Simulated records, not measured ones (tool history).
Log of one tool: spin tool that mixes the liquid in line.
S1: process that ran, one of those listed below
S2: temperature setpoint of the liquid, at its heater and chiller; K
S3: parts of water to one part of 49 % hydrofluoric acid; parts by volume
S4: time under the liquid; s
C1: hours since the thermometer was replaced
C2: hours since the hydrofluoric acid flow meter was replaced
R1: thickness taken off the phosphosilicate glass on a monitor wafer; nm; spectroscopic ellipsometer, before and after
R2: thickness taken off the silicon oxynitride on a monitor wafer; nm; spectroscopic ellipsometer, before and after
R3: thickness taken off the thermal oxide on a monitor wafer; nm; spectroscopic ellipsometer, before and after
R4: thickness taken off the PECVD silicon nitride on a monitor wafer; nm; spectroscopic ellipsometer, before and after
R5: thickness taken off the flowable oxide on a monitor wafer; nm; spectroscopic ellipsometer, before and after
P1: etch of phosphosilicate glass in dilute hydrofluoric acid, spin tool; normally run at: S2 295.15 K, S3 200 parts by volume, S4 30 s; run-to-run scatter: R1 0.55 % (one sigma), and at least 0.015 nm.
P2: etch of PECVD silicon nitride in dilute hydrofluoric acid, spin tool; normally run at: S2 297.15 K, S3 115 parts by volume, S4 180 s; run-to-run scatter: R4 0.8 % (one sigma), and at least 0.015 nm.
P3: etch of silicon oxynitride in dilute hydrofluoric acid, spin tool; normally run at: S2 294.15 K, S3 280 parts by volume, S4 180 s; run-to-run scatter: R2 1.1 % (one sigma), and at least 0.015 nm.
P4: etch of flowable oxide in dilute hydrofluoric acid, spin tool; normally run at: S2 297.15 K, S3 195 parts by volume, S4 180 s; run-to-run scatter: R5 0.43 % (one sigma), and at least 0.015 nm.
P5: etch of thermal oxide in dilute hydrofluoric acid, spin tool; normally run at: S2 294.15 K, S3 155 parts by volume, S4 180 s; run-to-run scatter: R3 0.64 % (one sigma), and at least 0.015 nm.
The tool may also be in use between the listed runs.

run 1 day=0.471 | S1=P1 S2=295.15 S3=200 S4=30 | C1=533.5 C2=480.0 | R1=24.835
run 2 day=0.758 | S1=P1 S2=295.15 S3=200 S4=30 | C1=540.4 C2=486.9 | R1=24.503
run 3 day=1.071 | S1=P1 S2=295.15 S3=200 S4=30 | C1=547.9 C2=494.4 | R1=24.818
run 4 day=1.512 | S1=P3 S2=290.15 S3=280 S4=180 | C1=558.5 C2=505.0 | R2=1.6777
run 5 day=2.046 | S1=P5 S2=299.65 S3=155 S4=180 | C1=571.3 C2=517.8 | R3=5.55280
run 6 day=2.438 | S1=P2 S2=297.15 S3=205 S4=180 | C1=580.7 C2=527.2 | R4=1.6186
run 7 day=2.792 | S1=P1 S2=295.15 S3=200 S4=30 | C1=589.2 C2=535.7 | R1=24.685
run 8 day=3.275 | S1=P1 S2=295.15 S3=200 S4=30 | C1=600.8 C2=547.3 | R1=24.425
run 9 day=3.879 | S1=P1 S2=290.15 S3=200 S4=15 | C1=615.3 C2=561.8 | R1=10.192
run 10 day=4.500 | S1=P5 S2=294.15 S3=155 S4=180 | C1=630.2 C2=576.7 | R3=4.47590
run 11 day=4.788 | S1=P1 S2=295.15 S3=200 S4=30 | C1=637.1 C2=583.6 | R1=24.753
run 12 day=5.358 | S1=P2 S2=297.15 S3=115 S4=180 | C1=650.8 C2=597.3 | R4=2.9269
run 13 day=5.783 | S1=P3 S2=294.15 S3=280 S4=180 | C1=661.0 C2=607.5 | R2=2.0034
run 14 day=6.388 | S1=P4 S2=290.15 S3=195 S4=180 | C1=675.5 C2=622.0 | R5=13.0700
run 15 day=6.954 | S1=P1 S2=302.65 S3=200 S4=30 | C1=689.1 C2=635.6 | R1=32.563
run 16 day=7.517 | S1=P5 S2=294.15 S3=55 S4=180 | C1=702.6 C2=649.1 | R3=14.14000
run 17 day=7.942 | S1=P4 S2=297.15 S3=90 S4=180 | C1=712.8 C2=659.3 | R5=42.5290
run 18 day=8.283 | S1=P3 S2=294.15 S3=280 S4=180 | C1=721.0 C2=667.5 | R2=1.9903
run 19 day=8.571 | S1=P3 S2=294.15 S3=470 S4=180 | C1=727.9 C2=674.4 | R2=1.0059
run 20 day=9.017 | S1=P4 S2=297.15 S3=195 S4=180 | C1=738.6 C2=685.1 | R5=17.2590
run 21 day=9.596 | S1=P5 S2=294.15 S3=155 S4=20 | C1=752.5 C2=699.0 | R3=0.47854
run 22 day=10.242 | S1=P1 S2=295.15 S3=200 S4=15 | C1=768.0 C2=714.5 | R1=12.369
run 23 day=10.671 | S1=P2 S2=292.15 S3=115 S4=180 | C1=778.3 C2=724.8 | R4=2.1129
run 24 day=11.171 | S1=P1 S2=295.15 S3=35 S4=30 | C1=790.3 C2=736.8 | R1=169.520
run 25 day=11.508 | S1=P1 S2=295.15 S3=200 S4=30 | C1=798.4 C2=744.9 | R1=24.615
run 26 day=11.879 | S1=P1 S2=295.15 S3=365 S4=30 | C1=807.3 C2=753.8 | R1=11.515
run 27 day=12.367 | S1=P1 S2=295.15 S3=70 S4=15 | C1=819.0 C2=765.5 | R1=40.620
run 28 day=13.004 | S1=P1 S2=295.15 S3=200 S4=55 | C1=834.3 C2=780.8 | R1=45.136
-- day=13.546 hydrofluoric acid flow meter replaced
run 29 day=13.588 | S1=P3 S2=294.15 S3=280 S4=295 | C1=848.3 C2=1.0 | R2=3.2437
run 30 day=13.979 | S1=P4 S2=297.15 S3=195 S4=180 | C1=857.7 C2=10.4 | R5=17.0930
run 31 day=14.521 | S1=P4 S2=297.15 S3=195 S4=65 | C1=870.7 C2=23.4 | R5=6.2273
run 32 day=15.033 | S1=P2 S2=297.15 S3=115 S4=355 | C1=883.0 C2=35.7 | R4=5.8560
run 33 day=15.412 | S1=P1 S2=290.15 S3=200 S4=30 | C1=892.1 C2=44.8 | R1=20.419
run 34 day=15.892 | S1=P1 S2=298.65 S3=360 S4=30 | C1=903.6 C2=56.3 | R1=13.192
run 35 day=16.225 | S1=P1 S2=295.15 S3=200 S4=30 | C1=911.6 C2=64.3 | R1=24.766
run 36 day=16.629 | S1=P1 S2=295.15 S3=200 S4=30 | C1=921.3 C2=74.0 | R1=25.380
run 37 day=17.250 | S1=P1 S2=295.15 S3=200 S4=30 | C1=936.2 C2=88.9 | R1=26.040
run 38 day=17.600 | S1=P1 S2=295.15 S3=200 S4=30 | C1=944.6 C2=97.3 | R1=26.274
run 39 day=18.054 | S1=P1 S2=295.15 S3=200 S4=30 | C1=955.5 C2=108.2 | R1=26.273
run 40 day=18.517 | S1=P1 S2=295.15 S3=200 S4=30 | C1=966.6 C2=119.3 | R1=26.508
run 41 day=18.912 | S1=P1 S2=295.15 S3=200 S4=30 | C1=976.1 C2=128.8 | R1=26.564
run 42 day=19.483 | S1=P1 S2=295.15 S3=200 S4=30 | C1=989.8 C2=142.5 | R1=26.361
run 43 day=20.008 | S1=P1 S2=295.15 S3=200 S4=30 | C1=1002.4 C2=155.1 | R1=26.951

What P1 gives has crept away from where it was. These 2 causes fit the log equally well, each at the size given:
A: hydrofluoric acid flow above the setpoint (%) = 6.9
B: liquid hotter than its thermometer reads (K) = 2.15
The creep began at about day 16.225.

4 check runs are offered, one wafer each, their results left as question marks. Which one tells the causes apart?
run check 1 day=20.533 | S1=P5 S2=294.15 S3=155 S4=180 | R3=?
run check 2 day=20.533 | S1=P3 S2=294.15 S3=280 S4=180 | R2=?
run check 3 day=20.533 | S1=P4 S2=297.15 S3=195 S4=180 | R5=?
run check 4 day=20.533 | S1=P2 S2=297.15 S3=115 S4=180 | R4=?

What each check would give under each cause:
check=check_1 result=R3 if_A=4.82490 if_B=4.85490
check=check_2 result=R2 if_A=2.1376 if_B=2.1716
check=check_3 result=R5 if_A=18.6940 if_B=18.6620
check=check_4 result=R4 if_A=3.1383 if_B=3.3781
How far apart the two closest causes lie, in the result that separates them most: check 1 0.62 %; check 2 1.58 %; check 3 0.17 %; check 4 7.36 %
Check 4 tells the causes apart: in the others they would give nearly the same result.

Check 4 was then run and gave: R4 3.1198 nm. Which cause is it?

It is A: hydrofluoric acid flow above the setpoint (%).
